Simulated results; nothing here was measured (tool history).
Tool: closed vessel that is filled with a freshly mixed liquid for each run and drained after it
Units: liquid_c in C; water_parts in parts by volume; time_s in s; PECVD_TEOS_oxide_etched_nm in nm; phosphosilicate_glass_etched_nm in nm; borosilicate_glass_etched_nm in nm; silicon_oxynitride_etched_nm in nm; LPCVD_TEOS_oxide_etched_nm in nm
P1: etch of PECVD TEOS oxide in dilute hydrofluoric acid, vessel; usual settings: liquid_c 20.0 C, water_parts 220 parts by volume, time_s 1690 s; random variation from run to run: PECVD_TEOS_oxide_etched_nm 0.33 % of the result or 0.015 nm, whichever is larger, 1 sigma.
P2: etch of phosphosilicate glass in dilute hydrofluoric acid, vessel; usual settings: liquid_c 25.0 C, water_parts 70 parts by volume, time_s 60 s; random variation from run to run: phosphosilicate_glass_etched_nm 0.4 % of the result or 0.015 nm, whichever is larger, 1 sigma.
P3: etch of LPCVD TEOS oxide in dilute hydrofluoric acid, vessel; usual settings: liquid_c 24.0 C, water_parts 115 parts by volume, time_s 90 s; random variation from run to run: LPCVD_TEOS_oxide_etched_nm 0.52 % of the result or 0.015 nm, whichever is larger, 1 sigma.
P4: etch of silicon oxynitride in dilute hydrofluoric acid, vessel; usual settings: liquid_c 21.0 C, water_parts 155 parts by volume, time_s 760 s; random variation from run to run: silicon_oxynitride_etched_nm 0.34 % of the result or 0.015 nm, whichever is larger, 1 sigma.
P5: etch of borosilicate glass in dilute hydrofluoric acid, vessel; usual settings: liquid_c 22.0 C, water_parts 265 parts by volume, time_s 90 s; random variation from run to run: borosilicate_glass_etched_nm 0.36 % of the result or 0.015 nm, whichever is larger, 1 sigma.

run   hour  process  liquid_c  water_parts  time_s  PECVD_TEOS_oxide_etched_nm  phosphosilicate_glass_etched_nm  borosilicate_glass_etched_nm  silicon_oxynitride_etched_nm  LPCVD_TEOS_oxide_etched_nm
  1    3.2       P1      20.0          220    1690                     50.0350
  2    6.9       P2      19.5           70      60                                                       42.786
  3   11.7       P1      20.0          220    1690                     50.1670
  4   15.3       P1      20.0          395     110                      1.5289
  5   20.8       P1      20.0          220    1690                     50.6220
  6   23.7       P1      20.0          220    1690                     50.4740
  7   29.8       P5      22.0          140      90                                                                                    15.0720
  8   34.9       P4      21.0          155     760                                                                                                                   8.2346
  9   39.7       P4      17.0          155     760                                                                                                                   6.8197
 10   46.0       P2      25.0           70      30                                                       26.927
 11   50.9       P5      22.0          265      30                                                                                     2.3696
 12   56.3       P5      22.0          265      90                                                                                     6.9645
 13   61.0       P4      21.0          155     760                                                                                                                   8.2200
 14   67.3       P5      27.5          265      90                                                                                     8.4510
 15   73.5       P3      30.0          115      90                                                                                                                                               19.952
 16   76.9       P1      20.0          220    2465                     73.3630
 17   79.8       P1      20.0          305    1690                     33.5890
 18   83.7       P2      25.0           70      60                                                       53.770
 19   89.7       P1      23.5          220    1690                     57.1250
 20   94.4       P1      20.0          220     255                      7.6021
 21   97.9       P3      24.0          115      90                                                                                                                                               16.009
 22  102.1       P2      25.0          120      60                                                       29.404
 23  105.8       P1      20.0          105    1690                    118.4600
 24  112.0       P1      20.0          220    1690                     50.4120
 25  118.2       P3      24.0           20      90                                                                                                                                              104.090
 26  124.4       P3      24.0          115     170                                                                                                                                               30.393
 27  128.8       P4      21.0          155      55                                                                                                                   0.5796

Forecast run 28:
 28  133.9       P1      20.0           50     170                           ?

{"run 28": {"PECVD_TEOS_oxide_etched_nm": 26.696}}
